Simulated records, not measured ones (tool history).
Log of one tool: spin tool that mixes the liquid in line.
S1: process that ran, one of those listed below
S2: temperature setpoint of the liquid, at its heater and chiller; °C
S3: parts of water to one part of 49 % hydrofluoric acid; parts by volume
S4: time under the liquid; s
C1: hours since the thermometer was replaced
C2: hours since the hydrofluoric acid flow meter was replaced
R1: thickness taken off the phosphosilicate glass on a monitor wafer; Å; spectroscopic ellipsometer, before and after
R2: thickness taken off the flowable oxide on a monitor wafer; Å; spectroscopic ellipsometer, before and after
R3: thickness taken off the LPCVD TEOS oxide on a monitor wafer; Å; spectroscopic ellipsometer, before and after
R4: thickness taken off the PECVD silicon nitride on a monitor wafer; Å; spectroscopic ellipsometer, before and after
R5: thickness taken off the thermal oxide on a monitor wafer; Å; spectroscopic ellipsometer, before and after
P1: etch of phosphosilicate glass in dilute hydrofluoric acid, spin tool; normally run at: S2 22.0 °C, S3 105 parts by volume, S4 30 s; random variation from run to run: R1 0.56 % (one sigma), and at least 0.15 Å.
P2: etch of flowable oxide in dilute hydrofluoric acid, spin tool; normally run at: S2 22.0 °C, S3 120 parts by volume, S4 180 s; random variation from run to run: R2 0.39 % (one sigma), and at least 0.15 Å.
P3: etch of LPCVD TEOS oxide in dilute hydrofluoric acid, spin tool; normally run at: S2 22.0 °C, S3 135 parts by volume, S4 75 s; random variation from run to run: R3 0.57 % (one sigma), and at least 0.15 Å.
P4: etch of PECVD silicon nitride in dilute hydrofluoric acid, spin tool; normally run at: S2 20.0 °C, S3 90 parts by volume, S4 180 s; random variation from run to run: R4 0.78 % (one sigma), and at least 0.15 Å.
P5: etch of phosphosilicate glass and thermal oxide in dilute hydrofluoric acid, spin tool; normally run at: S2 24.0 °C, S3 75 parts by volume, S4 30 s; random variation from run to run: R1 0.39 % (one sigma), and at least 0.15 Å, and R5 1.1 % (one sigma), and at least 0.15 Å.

run   hour  S1    S2   S3   S4      C1      C2       R1       R2       R3      R4      R5
  1    4.5  P1  22.0  105   30  1372.1  1286.0  158.600
  2   13.0  P2  28.0  120  180  1380.6  1294.5            496.45
  3   17.4  P1  22.0  185   30  1385.0  1298.9   83.521
  4   25.8  P3  22.0   20   75  1393.4  1307.3                    856.180
  5   32.0  P3  17.0  135   75  1399.6  1313.5                     89.396
  6   40.3  P1  22.0  105   30  1407.9  1321.8  160.740
  7   44.9  P4  20.0   90  180  1412.5  1326.4                             27.932
  8   52.6  P3  22.0  135   75  1420.2  1334.1                    109.530
  9   61.0  P4  25.5   90  180  1428.6  1342.5                             40.419
 10   69.1  P1  17.0  105   30  1436.7  1350.6  132.070
 11   76.0  P4  20.0   90  320  1443.6  1357.5                             49.484
 12   82.3  P2  22.0  120  180  1449.9  1363.8            396.34
 13   88.3  P5  24.0  125   30  1455.9  1369.8  140.540                            10.944
 14   92.8  P1  22.0  105   30  1460.4  1374.3  159.640
 15   97.2  P5  24.0   75   30  1464.8  1378.7  248.090                            19.581
 16  103.7  P4  20.0   90  180  1471.3  1385.2                             27.450
 17  110.9  P1  22.0  105   55  1478.5  1392.4  296.260
 18  119.1  P5  24.0   75   30  1486.7  1400.6  249.600                            18.947
 19  125.4  P3  22.0  135  150  1493.0  1406.9                    221.020
 20  130.3  P5  30.0   75   30  1497.9  1411.8  316.380                            24.150
 21  135.7  P2  22.0  120  180  1503.3  1417.2            393.15
 22  144.2  P1  22.0  105   30  1511.8  1425.7  158.110
 23  149.7  P1  27.0  175   30  1517.3  1431.2  107.240
 24  156.6  P2  22.0  120  295  1524.2  1438.1            645.66
 25  161.2  P1  22.0  105   30  1528.8  1442.7  160.400
 26  167.6  P2  22.0   45  180  1535.2  1449.1           1150.60
 27  172.4  P5  24.0   75   50  1540.0  1453.9  415.610                            31.394
 28  178.8  P3  22.0  135   75  1546.4  1460.3                    109.050
 29  183.8  P1  22.0  105   15  1551.4  1465.3   79.424
 30  188.9  P4  20.0  160  180  1556.5  1470.4                             15.867
 31  194.5  P1  26.0  105   30  1562.1  1476.0  186.650
 32  201.8  P1  22.0   55   30  1569.4  1483.3  326.330
 33  209.4  P1  22.0  105   30  1577.0  1490.9  161.670
 34  215.2  P1  22.0  105   30  1582.8  1496.7  155.790
 35  222.0  P1  22.0  105   30  1589.6  1503.5  153.820
 36  231.0  P1  22.0  105   30  1598.6  1512.5  150.070
 37  240.0  P1  22.0  105   30  1607.6  1521.5  147.040
 38  248.7  P1  22.0  105   30  1616.3  1530.2  146.990
 39  255.1  P1  22.0  105   30  1622.7  1536.6  147.120
 40  263.7  P1  22.0  105   30  1631.3  1545.2  146.160
 41  269.2  P1  22.0  105   30  1636.8  1550.7  146.610
 42  277.6  P1  22.0  105   30  1645.2  1559.1  145.400
 43  282.1  P1  22.0  105   30  1649.7  1563.6  145.790
 44  289.0  P1  22.0  105   30  1656.6  1570.5  145.010

What P1 gives has crept away from where it was. These 2 causes fit the log equally well, each at the size given:
A: liquid colder than its thermometer reads (K) = 2.41
B: hydrofluoric acid flow below the setpoint (%) = 8.31
The creep began at about hour 209.4.

4 check runs are offered, one wafer each, their results left as question marks. Which one tells the causes apart?
check 1  295.9  P3  22.0  135   75                   ?
check 2  295.9  P4  20.0   90  180                       ?
check 3  295.9  P2  22.0  120  180               ?
check 4  295.9  P5  24.0   75   30           ?               ?

What each check would give under each cause:
  check  result     if A     if B
check 1      R3   99.748   99.327
check 2      R4   23.581   25.586
check 3      R2   358.18   357.44
check 4      R1  225.980  226.620
check 4      R5   17.394   17.444
How far apart the two closest causes lie, in the result that separates them most: check 1 0.42 %; check 2 8.16 %; check 3 0.21 %; check 4 0.28 %
Check 2 tells the causes apart: in the others they would give nearly the same result.

Check 2 was then run and gave: R4 25.745 Å. Which cause is it?

It is B: hydrofluoric acid flow below the setpoint (%).
